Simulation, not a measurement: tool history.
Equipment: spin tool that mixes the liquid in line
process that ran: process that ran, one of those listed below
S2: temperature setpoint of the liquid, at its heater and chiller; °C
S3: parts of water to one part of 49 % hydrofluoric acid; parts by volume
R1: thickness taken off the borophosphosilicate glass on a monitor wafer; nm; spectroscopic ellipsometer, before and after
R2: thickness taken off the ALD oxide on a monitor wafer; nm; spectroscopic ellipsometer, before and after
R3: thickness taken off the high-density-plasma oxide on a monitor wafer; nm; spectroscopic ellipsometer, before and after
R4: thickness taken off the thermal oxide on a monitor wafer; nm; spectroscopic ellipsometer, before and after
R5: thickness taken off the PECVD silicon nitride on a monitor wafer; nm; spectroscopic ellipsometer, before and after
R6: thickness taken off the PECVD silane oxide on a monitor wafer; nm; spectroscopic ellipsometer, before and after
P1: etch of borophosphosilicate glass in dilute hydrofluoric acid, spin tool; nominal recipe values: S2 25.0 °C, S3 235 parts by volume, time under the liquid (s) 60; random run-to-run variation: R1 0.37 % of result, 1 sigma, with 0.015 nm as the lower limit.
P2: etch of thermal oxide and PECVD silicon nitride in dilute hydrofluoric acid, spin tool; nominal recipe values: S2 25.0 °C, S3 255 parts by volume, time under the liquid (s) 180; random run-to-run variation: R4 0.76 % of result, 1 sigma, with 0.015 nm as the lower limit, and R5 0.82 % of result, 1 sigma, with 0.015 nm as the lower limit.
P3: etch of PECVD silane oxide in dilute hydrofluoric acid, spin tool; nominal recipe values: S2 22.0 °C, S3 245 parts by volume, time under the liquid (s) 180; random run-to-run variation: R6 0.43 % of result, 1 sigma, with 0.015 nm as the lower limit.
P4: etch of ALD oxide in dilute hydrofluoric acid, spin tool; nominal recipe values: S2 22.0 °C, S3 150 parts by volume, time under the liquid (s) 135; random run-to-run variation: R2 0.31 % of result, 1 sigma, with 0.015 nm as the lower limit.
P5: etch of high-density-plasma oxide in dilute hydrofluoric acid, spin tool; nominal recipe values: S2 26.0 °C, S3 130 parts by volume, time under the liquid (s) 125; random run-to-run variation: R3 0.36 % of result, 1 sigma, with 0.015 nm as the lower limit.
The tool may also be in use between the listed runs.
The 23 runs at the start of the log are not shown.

run 24 hour=92.5 | process_that_ran=P3 S2=22.0 S3=245 time_under_the_liquid_(s)=180 | R6=29.875
-- hour=92.7 hydrofluoric acid flow meter replaced
run 25 hour=95.8 | process_that_ran=P1 S2=21.0 S3=235 time_under_the_liquid_(s)=85 | R1=9.9347
run 26 hour=100.2 | process_that_ran=P5 S2=22.0 S3=130 time_under_the_liquid_(s)=125 | R3=5.8911
run 27 hour=103.3 | process_that_ran=P4 S2=22.0 S3=150 time_under_the_liquid_(s)=135 | R2=7.8746
run 28 hour=107.3 | process_that_ran=P4 S2=22.0 S3=265 time_under_the_liquid_(s)=135 | R2=3.9418
run 29 hour=109.7 | process_that_ran=P1 S2=25.0 S3=235 time_under_the_liquid_(s)=60 | R1=8.0892
run 30 hour=112.5 | process_that_ran=P1 S2=25.0 S3=235 time_under_the_liquid_(s)=95 | R1=12.8890
run 31 hour=115.3 | process_that_ran=P1 S2=25.0 S3=235 time_under_the_liquid_(s)=60 | R1=8.1688
run 32 hour=118.4 | process_that_ran=P1 S2=25.0 S3=235 time_under_the_liquid_(s)=60 | R1=7.8893
run 33 hour=123.0 | process_that_ran=P1 S2=25.0 S3=235 time_under_the_liquid_(s)=60 | R1=7.5959
run 34 hour=126.1 | process_that_ran=P1 S2=25.0 S3=235 time_under_the_liquid_(s)=60 | R1=7.6058
run 35 hour=128.9 | process_that_ran=P1 S2=25.0 S3=235 time_under_the_liquid_(s)=60 | R1=7.5622
run 36 hour=132.4 | process_that_ran=P1 S2=25.0 S3=235 time_under_the_liquid_(s)=60 | R1=7.5476
run 37 hour=135.2 | process_that_ran=P1 S2=25.0 S3=235 time_under_the_liquid_(s)=60 | R1=7.5129
run 38 hour=139.5 | process_that_ran=P1 S2=25.0 S3=235 time_under_the_liquid_(s)=60 | R1=7.5151

Expected results for the next run?
run 39 hour=142.4 | process_that_ran=P1 S2=25.0 S3=235 time_under_the_liquid_(s)=60 | R1=?

R1: 7.3831 nm

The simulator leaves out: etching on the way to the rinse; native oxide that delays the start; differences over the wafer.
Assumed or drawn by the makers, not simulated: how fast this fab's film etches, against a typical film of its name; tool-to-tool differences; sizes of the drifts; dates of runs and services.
